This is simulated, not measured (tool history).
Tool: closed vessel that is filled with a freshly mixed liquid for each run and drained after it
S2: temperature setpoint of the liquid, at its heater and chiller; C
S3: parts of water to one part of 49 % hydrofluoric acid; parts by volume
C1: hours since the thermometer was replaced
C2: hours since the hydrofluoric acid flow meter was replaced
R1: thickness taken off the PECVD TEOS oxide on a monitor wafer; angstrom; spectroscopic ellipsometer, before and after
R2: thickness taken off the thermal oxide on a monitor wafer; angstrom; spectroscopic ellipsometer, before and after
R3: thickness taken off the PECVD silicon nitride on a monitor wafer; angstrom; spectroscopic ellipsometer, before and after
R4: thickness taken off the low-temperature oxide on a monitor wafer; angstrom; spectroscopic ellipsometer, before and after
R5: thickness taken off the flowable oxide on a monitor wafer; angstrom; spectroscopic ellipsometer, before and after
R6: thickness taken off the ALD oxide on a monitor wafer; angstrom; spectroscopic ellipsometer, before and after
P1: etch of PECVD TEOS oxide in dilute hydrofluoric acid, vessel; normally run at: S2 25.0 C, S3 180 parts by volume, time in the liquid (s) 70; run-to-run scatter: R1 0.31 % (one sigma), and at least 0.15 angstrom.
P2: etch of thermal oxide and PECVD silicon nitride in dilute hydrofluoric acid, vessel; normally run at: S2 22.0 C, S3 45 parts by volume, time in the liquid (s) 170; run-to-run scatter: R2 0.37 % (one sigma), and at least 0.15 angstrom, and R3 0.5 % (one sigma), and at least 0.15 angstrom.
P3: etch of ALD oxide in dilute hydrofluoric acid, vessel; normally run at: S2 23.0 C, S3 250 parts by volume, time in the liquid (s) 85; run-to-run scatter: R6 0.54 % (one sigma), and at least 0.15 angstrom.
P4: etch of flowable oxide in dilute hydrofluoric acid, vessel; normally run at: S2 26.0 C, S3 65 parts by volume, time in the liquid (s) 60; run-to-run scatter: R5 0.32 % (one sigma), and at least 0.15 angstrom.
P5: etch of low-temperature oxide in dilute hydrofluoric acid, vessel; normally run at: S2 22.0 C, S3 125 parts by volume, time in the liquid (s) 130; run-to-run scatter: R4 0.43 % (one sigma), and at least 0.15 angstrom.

{"run": 1, "hour": 7.7, "process that ran": "P1", "S2": 25.0, "S3": 180, "time in the liquid (s)": 70, "C1": 476.2, "C2": 352.9, "R1": 77.937}
{"run": 2, "hour": 21.9, "process that ran": "P1", "S2": 25.0, "S3": 180, "time in the liquid (s)": 70, "C1": 490.4, "C2": 367.1, "R1": 77.544}
{"run": 3, "hour": 32.0, "process that ran": "P1", "S2": 32.0, "S3": 180, "time in the liquid (s)": 70, "C1": 500.5, "C2": 377.2, "R1": 98.984}
{"run": 4, "hour": 40.0, "process that ran": "P1", "S2": 25.0, "S3": 180, "time in the liquid (s)": 135, "C1": 508.5, "C2": 385.2, "R1": 150.62}
{"run": 5, "hour": 46.6, "process that ran": "P2", "S2": 22.0, "S3": 20, "time in the liquid (s)": 170, "C1": 515.1, "C2": 391.8, "R2": 403.96, "R3": 415.63}
{"run": 6, "hour": 53.3, "process that ran": "P2", "S2": 22.0, "S3": 45, "time in the liquid (s)": 330, "C1": 521.8, "C2": 398.5, "R2": 334.76, "R3": 368.24}
{"run": 7, "hour": 67.3, "process that ran": "P5", "S2": 22.0, "S3": 125, "time in the liquid (s)": 130, "C1": 535.8, "C2": 412.5, "R4": 98.63}
{"run": 8, "hour": 81.7, "process that ran": "P5", "S2": 30.0, "S3": 125, "time in the liquid (s)": 130, "C1": 550.2, "C2": 426.9, "R4": 134.79}
{"run": 9, "hour": 88.6, "process that ran": "P5", "S2": 22.0, "S3": 220, "time in the liquid (s)": 130, "C1": 557.1, "C2": 433.8, "R4": 50.783}
{"run": 10, "hour": 97.9, "process that ran": "P4", "S2": 26.0, "S3": 65, "time in the liquid (s)": 115, "C1": 566.4, "C2": 443.1, "R5": 492.4}
{"run": 11, "hour": 110.6, "process that ran": "P4", "S2": 26.0, "S3": 65, "time in the liquid (s)": 60, "C1": 579.1, "C2": 455.8, "R5": 257.87}
{"hour": 111.7, "done": "hydrofluoric acid flow meter replaced"}
{"run": 12, "hour": 124.2, "process that ran": "P1", "S2": 17.0, "S3": 180, "time in the liquid (s)": 70, "C1": 592.7, "C2": 12.6, "R1": 56.875}
{"run": 13, "hour": 134.0, "process that ran": "P3", "S2": 23.0, "S3": 250, "time in the liquid (s)": 150, "C1": 602.5, "C2": 22.4, "R6": 119.2}
{"run": 14, "hour": 146.2, "process that ran": "P1", "S2": 25.0, "S3": 300, "time in the liquid (s)": 35, "C1": 614.7, "C2": 34.6, "R1": 20.498}
{"run": 15, "hour": 160.2, "process that ran": "P3", "S2": 23.0, "S3": 250, "time in the liquid (s)": 85, "C1": 628.7, "C2": 48.6, "R6": 67.691}
{"run": 16, "hour": 167.4, "process that ran": "P1", "S2": 25.0, "S3": 180, "time in the liquid (s)": 30, "C1": 635.9, "C2": 55.8, "R1": 33.281}
{"run": 17, "hour": 178.5, "process that ran": "P1", "S2": 25.0, "S3": 180, "time in the liquid (s)": 70, "C1": 647.0, "C2": 66.9, "R1": 77.736}
{"run": 18, "hour": 187.4, "process that ran": "P3", "S2": 23.0, "S3": 85, "time in the liquid (s)": 85, "C1": 655.9, "C2": 75.8, "R6": 237.4}
{"hour": 189.5, "done": "thermometer replaced"}
{"run": 19, "hour": 197.9, "process that ran": "P5", "S2": 22.0, "S3": 125, "time in the liquid (s)": 55, "C1": 8.4, "C2": 86.3, "R4": 42.199}
{"run": 20, "hour": 206.2, "process that ran": "P2", "S2": 22.0, "S3": 45, "time in the liquid (s)": 170, "C1": 16.7, "C2": 94.6, "R2": 173.4, "R3": 189.49}
{"run": 21, "hour": 217.7, "process that ran": "P4", "S2": 26.0, "S3": 105, "time in the liquid (s)": 60, "C1": 28.2, "C2": 106.1, "R5": 150.66}
{"run": 22, "hour": 229.3, "process that ran": "P1", "S2": 25.0, "S3": 180, "time in the liquid (s)": 70, "C1": 39.8, "C2": 117.7, "R1": 77.783}
{"run": 23, "hour": 237.8, "process that ran": "P2", "S2": 17.0, "S3": 45, "time in the liquid (s)": 170, "C1": 48.3, "C2": 126.2, "R2": 140.18, "R3": 133.9}
{"run": 24, "hour": 248.2, "process that ran": "P1", "S2": 25.0, "S3": 260, "time in the liquid (s)": 70, "C1": 58.7, "C2": 136.6, "R1": 49.517}
{"run": 25, "hour": 260.3, "process that ran": "P1", "S2": 25.0, "S3": 180, "time in the liquid (s)": 70, "C1": 70.8, "C2": 148.7, "R1": 77.309}
{"run": 26, "hour": 269.1, "process that ran": "P1", "S2": 25.0, "S3": 180, "time in the liquid (s)": 70, "C1": 79.6, "C2": 157.5, "R1": 77.492}
{"run": 27, "hour": 282.8, "process that ran": "P4", "S2": 20.5, "S3": 65, "time in the liquid (s)": 60, "C1": 93.3, "C2": 171.2, "R5": 205.66}
{"run": 28, "hour": 292.3, "process that ran": "P4", "S2": 26.0, "S3": 65, "time in the liquid (s)": 60, "C1": 102.8, "C2": 180.7, "R5": 258.24}
{"run": 29, "hour": 298.7, "process that ran": "P1", "S2": 25.0, "S3": 80, "time in the liquid (s)": 70, "C1": 109.2, "C2": 187.1, "R1": 197.03}
{"run": 30, "hour": 311.3, "process that ran": "P3", "S2": 28.5, "S3": 250, "time in the liquid (s)": 85, "C1": 121.8, "C2": 199.7, "R6": 81.711}
{"run": 31, "hour": 323.6, "process that ran": "P1", "S2": 25.0, "S3": 180, "time in the liquid (s)": 70, "C1": 134.1, "C2": 212.0, "R1": 77.328}
{"run": 32, "hour": 331.8, "process that ran": "P1", "S2": 25.0, "S3": 180, "time in the liquid (s)": 70, "C1": 142.3, "C2": 220.2, "R1": 80.379}
{"run": 33, "hour": 343.9, "process that ran": "P1", "S2": 25.0, "S3": 180, "time in the liquid (s)": 70, "C1": 154.4, "C2": 232.3, "R1": 81.752}
{"run": 34, "hour": 352.3, "process that ran": "P1", "S2": 25.0, "S3": 180, "time in the liquid (s)": 70, "C1": 162.8, "C2": 240.7, "R1": 82.448}
{"run": 35, "hour": 360.6, "process that ran": "P1", "S2": 25.0, "S3": 180, "time in the liquid (s)": 70, "C1": 171.1, "C2": 249.0, "R1": 82.796}
{"run": 36, "hour": 370.3, "process that ran": "P1", "S2": 25.0, "S3": 180, "time in the liquid (s)": 70, "C1": 180.8, "C2": 258.7, "R1": 84.13}
{"run": 37, "hour": 382.2, "process that ran": "P1", "S2": 25.0, "S3": 180, "time in the liquid (s)": 70, "C1": 192.7, "C2": 270.6, "R1": 84.003}
{"run": 38, "hour": 393.8, "process that ran": "P1", "S2": 25.0, "S3": 180, "time in the liquid (s)": 70, "C1": 204.3, "C2": 282.2, "R1": 83.447}

What P1 gives has crept away from where it was. These 2 causes fit the log equally well, each at the size given:
A: liquid hotter than its thermometer reads (K) = 2.04
B: hydrofluoric acid flow above the setpoint (%) = 6.44
The creep began at about hour 323.6.

4 check runs are offered, one wafer each, their results left as question marks. Which one tells the causes apart?
{"run": "check 1", "hour": 405.4, "process that ran": "P4", "S2": 26.0, "S3": 105, "time in the liquid (s)": 115, "R5": "?"}
{"run": "check 2", "hour": 405.4, "process that ran": "P2", "S2": 22.0, "S3": 45, "time in the liquid (s)": 235, "R2": "?", "R3": "?"}
{"run": "check 3", "hour": 405.4, "process that ran": "P5", "S2": 22.0, "S3": 200, "time in the liquid (s)": 130, "R4": "?"}
{"run": "check 4", "hour": 405.4, "process that ran": "P3", "S2": 23.0, "S3": 105, "time in the liquid (s)": 120, "R6": "?"}

What each check would give under each cause:
check=check_1 result=R5 if_A=313.81 if_B=311.38
check=check_2 result=R2 if_A=260.73 if_B=255.79
check=check_2 result=R3 if_A=301.64 if_B=278.94
check=check_3 result=R4 if_A=61.714 if_B=61.635
check=check_4 result=R6 if_A=287.590 if_B=284.580
How far apart the two closest causes lie, in the result that separates them most: check 1 0.78 %; check 2 7.82 %; check 3 0.13 %; check 4 1.05 %
Check 2 tells the causes apart: in the others they would give nearly the same result.

Then check 2 was run and gave: R2 256.93 angstrom; R3 278.70 angstrom. Which cause is it?

It is B: hydrofluoric acid flow above the setpoint (%).
